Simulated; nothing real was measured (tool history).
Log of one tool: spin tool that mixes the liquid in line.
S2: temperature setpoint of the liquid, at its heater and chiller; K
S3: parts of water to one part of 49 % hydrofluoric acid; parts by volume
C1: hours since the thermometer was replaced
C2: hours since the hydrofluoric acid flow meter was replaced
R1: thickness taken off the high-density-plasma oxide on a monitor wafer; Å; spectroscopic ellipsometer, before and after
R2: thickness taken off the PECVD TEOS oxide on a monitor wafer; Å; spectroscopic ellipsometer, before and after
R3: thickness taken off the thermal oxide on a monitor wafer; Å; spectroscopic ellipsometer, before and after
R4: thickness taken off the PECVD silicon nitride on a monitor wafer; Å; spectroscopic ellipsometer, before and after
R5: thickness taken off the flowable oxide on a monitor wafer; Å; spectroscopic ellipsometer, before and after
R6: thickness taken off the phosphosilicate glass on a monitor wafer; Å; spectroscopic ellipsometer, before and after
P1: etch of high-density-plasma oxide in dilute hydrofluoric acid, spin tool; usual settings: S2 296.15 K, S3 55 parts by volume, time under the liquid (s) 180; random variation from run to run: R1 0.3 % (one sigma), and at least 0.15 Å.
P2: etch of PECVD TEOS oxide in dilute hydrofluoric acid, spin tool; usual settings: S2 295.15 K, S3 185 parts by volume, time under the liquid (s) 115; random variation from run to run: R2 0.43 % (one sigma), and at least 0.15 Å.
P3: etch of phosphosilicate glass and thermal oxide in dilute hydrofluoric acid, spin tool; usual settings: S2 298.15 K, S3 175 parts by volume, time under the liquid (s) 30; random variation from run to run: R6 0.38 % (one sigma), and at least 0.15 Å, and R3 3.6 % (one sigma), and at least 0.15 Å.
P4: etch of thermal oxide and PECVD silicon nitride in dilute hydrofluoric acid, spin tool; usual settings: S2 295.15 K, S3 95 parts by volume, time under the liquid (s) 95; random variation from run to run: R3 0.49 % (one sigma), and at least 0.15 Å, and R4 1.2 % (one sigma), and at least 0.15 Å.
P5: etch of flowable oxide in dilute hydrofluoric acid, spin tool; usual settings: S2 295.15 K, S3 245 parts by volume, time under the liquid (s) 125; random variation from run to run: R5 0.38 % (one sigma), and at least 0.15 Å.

Run 1, hour 5: process that ran P1, S2 296.15 K, S3 55 parts by volume, time under the liquid (s) 180; C1 629.4; C2 355.3. Result: R1 170.47 Å.
Run 2, hour 8.7: process that ran P2, S2 295.15 K, S3 50 parts by volume, time under the liquid (s) 115; C1 633.1; C2 359. Result: R2 211.93 Å.
Run 3, hour 12.8: process that ran P1, S2 296.15 K, S3 55 parts by volume, time under the liquid (s) 25; C1 637.2; C2 363.1. Result: R1 23.443 Å.
Run 4, hour 15.5: process that ran P4, S2 295.15 K, S3 40 parts by volume, time under the liquid (s) 95; C1 639.9; C2 365.8. Result: R3 111.09 Å, R4 55.146 Å.
Run 5, hour 18.7: process that ran P5, S2 295.15 K, S3 245 parts by volume, time under the liquid (s) 125; C1 643.1; C2 369. Result: R5 228.37 Å.
Run 6, hour 22: process that ran P3, S2 298.15 K, S3 60 parts by volume, time under the liquid (s) 30; C1 646.4; C2 372.3. Result: R3 26.519 Å, R6 880.55 Å.
Run 7, hour 26: process that ran P1, S2 302.15 K, S3 55 parts by volume, time under the liquid (s) 180; C1 650.4; C2 376.3. Result: R1 215.81 Å.
Run 8, hour 29.3: process that ran P1, S2 296.15 K, S3 55 parts by volume, time under the liquid (s) 180; C1 653.7; C2 379.6. Result: R1 169.43 Å.
At hour 31.7: thermometer replaced.
Run 9, hour 32.8: process that ran P1, S2 296.15 K, S3 90 parts by volume, time under the liquid (s) 180; C1 1.1; C2 383.1. Result: R1 99.642 Å.
Run 10, hour 36.2: process that ran P4, S2 300.65 K, S3 95 parts by volume, time under the liquid (s) 95; C1 4.5; C2 386.5. Result: R3 54.313 Å, R4 33.175 Å.
Run 11, hour 40.6: process that ran P3, S2 298.15 K, S3 175 parts by volume, time under the liquid (s) 15; C1 8.9; C2 390.9. Result: R3 3.9961 Å, R6 130.66 Å.
Run 12, hour 43.6: process that ran P4, S2 295.15 K, S3 95 parts by volume, time under the liquid (s) 180; C1 11.9; C2 393.9. Result: R3 82.625 Å, R4 45.179 Å.
Run 13, hour 46.8: process that ran P2, S2 295.15 K, S3 185 parts by volume, time under the liquid (s) 15; C1 15.1; C2 397.1. Result: R2 6.2599 Å.
Run 14, hour 50.7: process that ran P5, S2 290.15 K, S3 245 parts by volume, time under the liquid (s) 125; C1 19; C2 401. Result: R5 189.31 Å.
Run 15, hour 54.8: process that ran P2, S2 295.15 K, S3 185 parts by volume, time under the liquid (s) 115; C1 23.1; C2 405.1. Result: R2 48.974 Å.
Run 16, hour 57.5: process that ran P5, S2 295.15 K, S3 70 parts by volume, time under the liquid (s) 125; C1 25.8; C2 407.8. Result: R5 976.97 Å.
Run 17, hour 61.1: process that ran P2, S2 299.15 K, S3 185 parts by volume, time under the liquid (s) 115; C1 29.4; C2 411.4. Result: R2 56.89 Å.
Run 18, hour 66.1: process that ran P5, S2 295.15 K, S3 245 parts by volume, time under the liquid (s) 125; C1 34.4; C2 416.4. Result: R5 231.09 Å.
Run 19, hour 70: process that ran P1, S2 291.15 K, S3 55 parts by volume, time under the liquid (s) 270; C1 38.3; C2 420.3. Result: R1 207.33 Å.
Run 20, hour 73.1: process that ran P4, S2 295.15 K, S3 95 parts by volume, time under the liquid (s) 95; C1 41.4; C2 423.4. Result: R3 43.28 Å, R4 24.142 Å.
Run 21, hour 78: process that ran P1, S2 296.15 K, S3 55 parts by volume, time under the liquid (s) 180; C1 46.3; C2 428.3. Result: R1 169.48 Å.

Forecast run 22:
Run 22, hour 80.3: process that ran P1, S2 296.15 K, S3 55 parts by volume, time under the liquid (s) 345; C1 48.6; C2 430.6. Result: R1 ?.

R1: 325.33 Å
